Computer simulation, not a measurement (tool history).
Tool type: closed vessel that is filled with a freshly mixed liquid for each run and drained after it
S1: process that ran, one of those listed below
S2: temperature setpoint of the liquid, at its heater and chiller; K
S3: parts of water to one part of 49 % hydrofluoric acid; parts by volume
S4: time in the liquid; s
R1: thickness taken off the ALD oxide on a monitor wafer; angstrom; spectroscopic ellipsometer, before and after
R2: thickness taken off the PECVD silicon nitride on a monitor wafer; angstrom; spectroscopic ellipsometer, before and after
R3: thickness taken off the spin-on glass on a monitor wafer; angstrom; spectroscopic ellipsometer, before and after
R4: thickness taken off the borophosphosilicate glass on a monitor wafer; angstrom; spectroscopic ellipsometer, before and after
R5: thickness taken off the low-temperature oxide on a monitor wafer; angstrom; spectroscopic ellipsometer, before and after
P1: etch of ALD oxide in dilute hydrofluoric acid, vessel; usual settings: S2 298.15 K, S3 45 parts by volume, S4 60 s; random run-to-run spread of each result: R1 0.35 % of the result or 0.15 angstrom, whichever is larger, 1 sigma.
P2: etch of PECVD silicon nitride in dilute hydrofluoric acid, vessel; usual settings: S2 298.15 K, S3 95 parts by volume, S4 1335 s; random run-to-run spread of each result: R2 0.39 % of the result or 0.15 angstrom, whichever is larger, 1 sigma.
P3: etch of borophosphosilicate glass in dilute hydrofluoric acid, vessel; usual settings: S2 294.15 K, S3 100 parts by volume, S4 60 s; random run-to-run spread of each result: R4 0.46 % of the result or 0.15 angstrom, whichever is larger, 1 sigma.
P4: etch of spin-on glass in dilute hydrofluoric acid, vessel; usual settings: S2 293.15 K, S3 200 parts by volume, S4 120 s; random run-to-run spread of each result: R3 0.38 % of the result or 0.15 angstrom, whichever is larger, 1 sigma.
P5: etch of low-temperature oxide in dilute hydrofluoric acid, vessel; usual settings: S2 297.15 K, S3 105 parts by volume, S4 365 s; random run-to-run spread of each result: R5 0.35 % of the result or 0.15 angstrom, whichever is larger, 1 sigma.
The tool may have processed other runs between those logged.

Run 1, hour 4.8: S1 P1, S2 298.15 K, S3 45 parts by volume, S4 60 s. Result: R1 301.98 angstrom.
Run 2, hour 8.5: S1 P2, S2 292.15 K, S3 95 parts by volume, S4 1335 s. Result: R2 379.14 angstrom.
Run 3, hour 13.5: S1 P1, S2 298.15 K, S3 30 parts by volume, S4 60 s. Result: R1 459.55 angstrom.
Run 4, hour 20.6: S1 P1, S2 298.15 K, S3 45 parts by volume, S4 60 s. Result: R1 301.71 angstrom.
Run 5, hour 24.1: S1 P4, S2 293.15 K, S3 200 parts by volume, S4 120 s. Result: R3 108.770 angstrom.
Run 6, hour 28.8: S1 P4, S2 293.15 K, S3 75 parts by volume, S4 120 s. Result: R3 332.730 angstrom.
Run 7, hour 34.4: S1 P1, S2 305.65 K, S3 45 parts by volume, S4 60 s. Result: R1 405.91 angstrom.
Run 8, hour 38.4: S1 P1, S2 298.15 K, S3 45 parts by volume, S4 60 s. Result: R1 301.69 angstrom.
Run 9, hour 45.1: S1 P2, S2 298.15 K, S3 20 parts by volume, S4 1335 s. Result: R2 2591.20 angstrom.
Run 10, hour 51.2: S1 P3, S2 294.15 K, S3 100 parts by volume, S4 60 s. Result: R4 218.64 angstrom.
Run 11, hour 56.9: S1 P5, S2 297.15 K, S3 45 parts by volume, S4 365 s. Result: R5 1406.90 angstrom.
Run 12, hour 61.2: S1 P2, S2 298.15 K, S3 95 parts by volume, S4 2540 s. Result: R2 1077.80 angstrom.
Run 13, hour 66.8: S1 P1, S2 298.15 K, S3 45 parts by volume, S4 60 s. Result: R1 300.29 angstrom.
Run 14, hour 73.4: S1 P2, S2 298.15 K, S3 95 parts by volume, S4 1335 s. Result: R2 567.47 angstrom.
Run 15, hour 78.4: S1 P5, S2 297.15 K, S3 105 parts by volume, S4 365 s. Result: R5 561.88 angstrom.
Run 16, hour 82.3: S1 P3, S2 294.15 K, S3 100 parts by volume, S4 110 s. Result: R4 403.09 angstrom.
Run 17, hour 87.2: S1 P1, S2 298.15 K, S3 45 parts by volume, S4 100 s. Result: R1 500.26 angstrom.
Run 18, hour 90.5: S1 P1, S2 298.15 K, S3 45 parts by volume, S4 30 s. Result: R1 151.13 angstrom.
Run 19, hour 94.7: S1 P4, S2 300.65 K, S3 200 parts by volume, S4 120 s. Result: R3 145.370 angstrom.
Run 20, hour 100.0: S1 P5, S2 297.15 K, S3 105 parts by volume, S4 170 s. Result: R5 262.51 angstrom.
Run 21, hour 104.1: S1 P4, S2 293.15 K, S3 200 parts by volume, S4 30 s. Result: R3 26.984 angstrom.
Run 22, hour 108.6: S1 P1, S2 298.15 K, S3 60 parts by volume, S4 60 s. Result: R1 222.38 angstrom.
At hour 109.5: thermometer replaced.
Run 23, hour 114.0: S1 P1, S2 290.15 K, S3 45 parts by volume, S4 60 s. Result: R1 214.22 angstrom.
Run 24, hour 120.7: S1 P1, S2 305.15 K, S3 70 parts by volume, S4 60 s. Result: R1 245.44 angstrom.
Run 25, hour 125.5: S1 P3, S2 298.65 K, S3 100 parts by volume, S4 60 s. Result: R4 262.91 angstrom.
Run 26, hour 130.4: S1 P5, S2 297.15 K, S3 105 parts by volume, S4 365 s. Result: R5 562.63 angstrom.
Run 27, hour 135.1: S1 P1, S2 298.15 K, S3 75 parts by volume, S4 35 s. Result: R1 100.77 angstrom.
Run 28, hour 141.4: S1 P3, S2 294.15 K, S3 20 parts by volume, S4 60 s. Result: R4 1201.70 angstrom.
Run 29, hour 144.6: S1 P5, S2 290.15 K, S3 105 parts by volume, S4 365 s. Result: R5 420.39 angstrom.
Run 30, hour 148.3: S1 P1, S2 298.15 K, S3 45 parts by volume, S4 60 s. Result: R1 303.91 angstrom.
Run 31, hour 151.9: S1 P1, S2 298.15 K, S3 45 parts by volume, S4 60 s. Result: R1 295.32 angstrom.
Run 32, hour 155.2: S1 P1, S2 298.15 K, S3 45 parts by volume, S4 60 s. Result: R1 291.83 angstrom.
Run 33, hour 158.9: S1 P1, S2 298.15 K, S3 45 parts by volume, S4 60 s. Result: R1 288.95 angstrom.
Run 34, hour 165.5: S1 P1, S2 298.15 K, S3 45 parts by volume, S4 60 s. Result: R1 284.23 angstrom.
Run 35, hour 168.9: S1 P1, S2 298.15 K, S3 45 parts by volume, S4 60 s. Result: R1 283.33 angstrom.
Run 36, hour 172.7: S1 P1, S2 298.15 K, S3 45 parts by volume, S4 60 s. Result: R1 285.33 angstrom.
Run 37, hour 179.6: S1 P1, S2 298.15 K, S3 45 parts by volume, S4 60 s. Result: R1 284.73 angstrom.
Run 38, hour 182.9: S1 P1, S2 298.15 K, S3 45 parts by volume, S4 60 s. Result: R1 284.51 angstrom.

P1 has crept away from where it was. The log is fitted equally well by each of these 2 causes, at the sizes shown:
A: hydrofluoric acid flow below the setpoint (%) = 5.57
B: liquid colder than its thermometer reads (K) = 1.48
The creep began at about hour 148.3.

The check runs listed below each take one wafer, and their results are still question marks. Under which run would the listed causes lead to clearly different results?
Run check 1, hour 186.2: S1 P2, S2 292.65 K, S3 95 parts by volume, S4 2115 s. Result: R2 ?.
Run check 2, hour 186.2: S1 P4, S2 299.65 K, S3 110 parts by volume, S4 120 s. Result: R3 ?.
Run check 3, hour 186.2: S1 P5, S2 290.15 K, S3 55 parts by volume, S4 365 s. Result: R5 ?.
Run check 4, hour 186.2: S1 P3, S2 294.15 K, S3 25 parts by volume, S4 95 s. Result: R4 ?.

Expected result of each check under each candidate cause:
  check  result     if A     if B
check 1      R2   586.38   559.94
check 2      R3  263.200  265.410
check 3      R5   801.40   798.44
check 4      R4  1428.30  1421.20
Gap, in per cent, between the two causes that each check separates least, read from the result that separates them most: check 1 4.61 %; check 2 0.83 %; check 3 0.37 %; check 4 0.5 %
Check 1 distinguishes between the causes, while the remaining checks would return nearly the same result for all of them.

The results of check 1 are: R2 588.56 angstrom. Based on these, which of the listed causes is it?

It is A: hydrofluoric acid flow below the setpoint (%).
